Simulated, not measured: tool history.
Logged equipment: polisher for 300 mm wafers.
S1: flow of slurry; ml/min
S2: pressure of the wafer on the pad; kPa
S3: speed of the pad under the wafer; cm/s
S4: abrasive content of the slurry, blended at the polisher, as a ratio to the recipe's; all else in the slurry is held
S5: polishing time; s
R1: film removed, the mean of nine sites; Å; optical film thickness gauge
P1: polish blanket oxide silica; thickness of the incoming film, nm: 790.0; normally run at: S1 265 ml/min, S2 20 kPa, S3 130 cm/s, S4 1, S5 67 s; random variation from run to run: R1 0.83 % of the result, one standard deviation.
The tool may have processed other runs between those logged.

run,hour,S1,S2,S3,S4,S5,R1
1,5.7,265,20,130,1,67,1488.8
2,15.6,265,20,206,1,67,2162.8
3,24.3,265,20,130,1,67,1496.5
4,31.5,265,20,130,1,67,1485.7
# hour 32: slurry blender recalibrated
5,43.4,265,20,130,0.55,67,1074.8
6,53.4,265,20,64,1,67,849.61
7,64,265,20,130,1,67,1471.1
8,75.4,265,29.6,130,1,67,2190.2
9,86.6,265,20,130,1.3,67,1655.1
10,95.2,265,20,130,1,67,1489.9
11,101.1,400,20,130,1,67,1528.4
12,106.8,265,20,130,1,101,2251.4
13,112,390,28.3,130,1,67,2162.1
14,118.5,265,20,130,1,67,1492.4

What will run 15 give?
15,126.2,265,20,68,1,30,?

Run 15 gave R1 394.72 Å.
